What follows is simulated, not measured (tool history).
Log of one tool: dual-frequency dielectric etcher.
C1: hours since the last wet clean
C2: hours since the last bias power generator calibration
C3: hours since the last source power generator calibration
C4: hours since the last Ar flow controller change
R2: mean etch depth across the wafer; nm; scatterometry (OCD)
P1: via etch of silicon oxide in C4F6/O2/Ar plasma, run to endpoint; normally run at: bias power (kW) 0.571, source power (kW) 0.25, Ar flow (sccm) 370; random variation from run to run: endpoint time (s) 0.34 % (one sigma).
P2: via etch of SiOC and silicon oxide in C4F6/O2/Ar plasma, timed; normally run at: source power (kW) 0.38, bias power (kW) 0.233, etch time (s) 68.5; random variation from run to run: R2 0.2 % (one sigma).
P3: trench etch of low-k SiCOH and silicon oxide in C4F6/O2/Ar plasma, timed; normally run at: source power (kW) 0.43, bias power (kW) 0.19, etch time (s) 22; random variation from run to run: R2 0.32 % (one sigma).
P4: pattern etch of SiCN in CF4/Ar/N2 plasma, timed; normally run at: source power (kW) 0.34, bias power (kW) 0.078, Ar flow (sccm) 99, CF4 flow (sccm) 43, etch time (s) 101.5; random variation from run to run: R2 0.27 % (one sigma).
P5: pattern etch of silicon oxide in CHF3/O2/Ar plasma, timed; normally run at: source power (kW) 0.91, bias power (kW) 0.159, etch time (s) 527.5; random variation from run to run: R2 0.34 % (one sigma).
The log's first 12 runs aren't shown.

Run 13, hour 148.3: process that ran P2, bias power (kW) 0.233, source power (kW) 0.38, etch time (s) 93.5; C1 347.9; C2 480.4; C3 1624.8; C4 1460.6. Result: R2 110.53 nm.
Run 14, hour 163.5: process that ran P1, bias power (kW) 0.375, source power (kW) 0.25, Ar flow (sccm) 370; C1 363.1; C2 495.6; C3 1640; C4 1475.8. Result: endpoint time (s) 36.205.
Run 15, hour 172.1: process that ran P1, bias power (kW) 0.792, source power (kW) 0.18, Ar flow (sccm) 370; C1 371.7; C2 504.2; C3 1648.6; C4 1484.4. Result: endpoint time (s) 30.404.
Run 16, hour 183.7: process that ran P3, bias power (kW) 0.19, source power (kW) 0.43, etch time (s) 22; C1 383.3; C2 515.8; C3 1660.2; C4 1496. Result: R2 69.47 nm.
At hour 191.8: Ar flow controller replaced.
Run 17, hour 200.1: process that ran P1, bias power (kW) 0.571, source power (kW) 0.33, Ar flow (sccm) 370; C1 399.7; C2 532.2; C3 1676.6; C4 8.3. Result: endpoint time (s) 27.945.
Run 18, hour 209.1: process that ran P4, bias power (kW) 0.105, source power (kW) 0.34, Ar flow (sccm) 99, etch time (s) 101.5, CF4 flow (sccm) 43; C1 408.7; C2 541.2; C3 1685.6; C4 17.3. Result: R2 73.25 nm.
Run 19, hour 224.7: process that ran P1, bias power (kW) 0.571, source power (kW) 0.25, Ar flow (sccm) 370; C1 424.3; C2 556.8; C3 1701.2; C4 32.9. Result: endpoint time (s) 30.673.
Run 20, hour 233.7: process that ran P2, bias power (kW) 0.233, source power (kW) 0.38, etch time (s) 68.5; C1 433.3; C2 565.8; C3 1710.2; C4 41.9. Result: R2 81.411 nm.
Run 21, hour 244.3: process that ran P1, bias power (kW) 0.571, source power (kW) 0.25, Ar flow (sccm) 467; C1 443.9; C2 576.4; C3 1720.8; C4 52.5. Result: endpoint time (s) 31.619.
Run 22, hour 254.8: process that ran P1, bias power (kW) 0.571, source power (kW) 0.19, Ar flow (sccm) 370; C1 454.4; C2 586.9; C3 1731.3; C4 63. Result: endpoint time (s) 34.048.
Run 23, hour 268.9: process that ran P2, bias power (kW) 0.185, source power (kW) 0.38, etch time (s) 68.5; C1 468.5; C2 601; C3 1745.4; C4 77.1. Result: R2 75.295 nm.
Run 24, hour 284.2: process that ran P4, bias power (kW) 0.078, source power (kW) 0.34, Ar flow (sccm) 99, etch time (s) 101.5, CF4 flow (sccm) 33; C1 483.8; C2 616.3; C3 1760.7; C4 92.4. Result: R2 62.849 nm.
Run 25, hour 299.3: process that ran P1, bias power (kW) 0.571, source power (kW) 0.25, Ar flow (sccm) 217; C1 498.9; C2 631.4; C3 1775.8; C4 107.5. Result: endpoint time (s) 29.144.
Run 26, hour 308.8: process that ran P4, bias power (kW) 0.078, source power (kW) 0.34, Ar flow (sccm) 99, etch time (s) 101.5, CF4 flow (sccm) 43; C1 508.4; C2 640.9; C3 1785.3; C4 117. Result: R2 65.449 nm.
Run 27, hour 320.5: process that ran P4, bias power (kW) 0.078, source power (kW) 0.47, Ar flow (sccm) 99, etch time (s) 101.5, CF4 flow (sccm) 43; C1 520.1; C2 652.6; C3 1797; C4 128.7. Result: R2 86.709 nm.
Run 28, hour 335.4: process that ran P1, bias power (kW) 0.571, source power (kW) 0.25, Ar flow (sccm) 370; C1 535; C2 667.5; C3 1811.9; C4 143.6. Result: endpoint time (s) 30.89.
Run 29, hour 344.6: process that ran P5, bias power (kW) 0.113, source power (kW) 0.91, etch time (s) 527.5; C1 544.2; C2 676.7; C3 1821.1; C4 152.8. Result: R2 1060.6 nm.
Run 30, hour 354.3: process that ran P1, bias power (kW) 0.451, source power (kW) 0.33, Ar flow (sccm) 370; C1 553.9; C2 686.4; C3 1830.8; C4 162.5. Result: endpoint time (s) 30.49.
Run 31, hour 370.9: process that ran P5, bias power (kW) 0.159, source power (kW) 0.91, etch time (s) 527.5; C1 570.5; C2 703; C3 1847.4; C4 179.1. Result: R2 1183.8 nm.
Run 32, hour 381.4: process that ran P3, bias power (kW) 0.19, source power (kW) 0.43, etch time (s) 32.5; C1 581; C2 713.5; C3 1857.9; C4 189.6. Result: R2 101.87 nm.
Run 33, hour 398.3: process that ran P1, bias power (kW) 0.571, source power (kW) 0.25, Ar flow (sccm) 370; C1 597.9; C2 730.4; C3 1874.8; C4 206.5. Result: endpoint time (s) 30.945.

Forecast run 34:
Run 34, hour 407.5: process that ran P1, bias power (kW) 0.571, source power (kW) 0.25, Ar flow (sccm) 370; C1 607.1; C2 739.6; C3 1884; C4 215.7. Result: endpoint time (s) ?.

{"run 34": {"endpoint time (s)": 30.96}}
